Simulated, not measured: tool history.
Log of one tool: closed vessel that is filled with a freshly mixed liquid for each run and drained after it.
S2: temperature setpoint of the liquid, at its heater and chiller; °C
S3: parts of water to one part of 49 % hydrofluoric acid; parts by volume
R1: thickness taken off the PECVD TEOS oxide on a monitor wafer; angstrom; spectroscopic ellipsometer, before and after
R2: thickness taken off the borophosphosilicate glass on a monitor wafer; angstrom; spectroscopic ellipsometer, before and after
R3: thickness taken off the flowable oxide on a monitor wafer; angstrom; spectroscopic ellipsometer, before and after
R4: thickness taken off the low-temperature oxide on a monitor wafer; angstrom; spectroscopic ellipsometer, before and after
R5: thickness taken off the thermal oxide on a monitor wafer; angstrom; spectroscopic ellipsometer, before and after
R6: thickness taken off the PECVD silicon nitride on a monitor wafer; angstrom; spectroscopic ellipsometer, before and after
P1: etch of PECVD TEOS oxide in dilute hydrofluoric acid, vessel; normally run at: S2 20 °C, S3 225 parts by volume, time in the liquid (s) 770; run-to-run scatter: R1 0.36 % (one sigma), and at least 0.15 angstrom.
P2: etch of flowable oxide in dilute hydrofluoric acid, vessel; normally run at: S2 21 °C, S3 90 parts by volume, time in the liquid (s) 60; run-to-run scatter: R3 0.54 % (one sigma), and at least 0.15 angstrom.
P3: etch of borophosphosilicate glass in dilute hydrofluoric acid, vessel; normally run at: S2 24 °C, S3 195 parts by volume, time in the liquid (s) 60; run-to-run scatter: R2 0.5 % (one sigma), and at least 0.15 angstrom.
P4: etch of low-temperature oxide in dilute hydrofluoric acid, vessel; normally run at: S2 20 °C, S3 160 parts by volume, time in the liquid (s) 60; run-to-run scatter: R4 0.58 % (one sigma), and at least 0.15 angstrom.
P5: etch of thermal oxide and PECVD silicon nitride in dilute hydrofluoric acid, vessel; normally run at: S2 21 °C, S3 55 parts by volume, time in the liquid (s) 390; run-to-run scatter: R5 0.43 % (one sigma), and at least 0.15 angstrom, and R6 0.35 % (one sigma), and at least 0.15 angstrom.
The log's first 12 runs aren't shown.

{"run": 13, "day": 2.525, "process that ran": "P1", "S2": 20, "S3": 225, "time in the liquid (s)": 770, "R1": 442.25}
{"run": 14, "day": 2.771, "process that ran": "P4", "S2": 20, "S3": 160, "time in the liquid (s)": 60, "R4": 95.495}
{"run": 15, "day": 2.9, "process that ran": "P3", "S2": 24, "S3": 195, "time in the liquid (s)": 60, "R2": 167.42}
{"run": 16, "day": 3.162, "process that ran": "P1", "S2": 27.5, "S3": 225, "time in the liquid (s)": 770, "R1": 583.12}
{"run": 17, "day": 3.296, "process that ran": "P4", "S2": 17, "S3": 160, "time in the liquid (s)": 60, "R4": 84.664}
{"run": 18, "day": 3.458, "process that ran": "P1", "S2": 20, "S3": 225, "time in the liquid (s)": 770, "R1": 445.19}
{"run": 19, "day": 3.692, "process that ran": "P3", "S2": 24, "S3": 110, "time in the liquid (s)": 60, "R2": 327.76}
{"run": 20, "day": 3.925, "process that ran": "P1", "S2": 20, "S3": 135, "time in the liquid (s)": 770, "R1": 809.71}
{"run": 21, "day": 4.096, "process that ran": "P5", "S2": 17, "S3": 55, "time in the liquid (s)": 390, "R5": 275.05, "R6": 105.39}
{"run": 22, "day": 4.292, "process that ran": "P2", "S2": 25, "S3": 90, "time in the liquid (s)": 60, "R3": 230.82}
{"run": 23, "day": 4.546, "process that ran": "P4", "S2": 20, "S3": 160, "time in the liquid (s)": 30, "R4": 47.398}
{"run": 24, "day": 4.829, "process that ran": "P1", "S2": 20, "S3": 225, "time in the liquid (s)": 770, "R1": 442.91}
{"run": 25, "day": 4.967, "process that ran": "P1", "S2": 20, "S3": 225, "time in the liquid (s)": 1460, "R1": 844.04}
{"run": 26, "day": 5.162, "process that ran": "P1", "S2": 17, "S3": 225, "time in the liquid (s)": 770, "R1": 393.95}
{"run": 27, "day": 5.367, "process that ran": "P1", "S2": 20, "S3": 225, "time in the liquid (s)": 240, "R1": 139.47}
{"run": 28, "day": 5.579, "process that ran": "P5", "S2": 21, "S3": 55, "time in the liquid (s)": 390, "R5": 325.61, "R6": 140.13}
{"run": 29, "day": 5.846, "process that ran": "P1", "S2": 20, "S3": 225, "time in the liquid (s)": 770, "R1": 443.27}
{"run": 30, "day": 6.008, "process that ran": "P5", "S2": 21, "S3": 95, "time in the liquid (s)": 390, "R5": 180.52, "R6": 81.726}
{"run": 31, "day": 6.192, "process that ran": "P1", "S2": 20, "S3": 405, "time in the liquid (s)": 770, "R1": 209.93}
{"run": 32, "day": 6.338, "process that ran": "P1", "S2": 20, "S3": 225, "time in the liquid (s)": 770, "R1": 444.87}
{"run": 33, "day": 6.504, "process that ran": "P1", "S2": 20, "S3": 225, "time in the liquid (s)": 770, "R1": 435.86}
{"run": 34, "day": 6.646, "process that ran": "P1", "S2": 20, "S3": 225, "time in the liquid (s)": 770, "R1": 428.76}
{"run": 35, "day": 6.875, "process that ran": "P1", "S2": 20, "S3": 225, "time in the liquid (s)": 770, "R1": 423.37}

The next listed run, before its measurement:
{"run": 36, "day": 7.05, "process that ran": "P1", "S2": 20, "S3": 225, "time in the liquid (s)": 770, "R1": "?"}

{"run 36": {"R1": 424.35}}
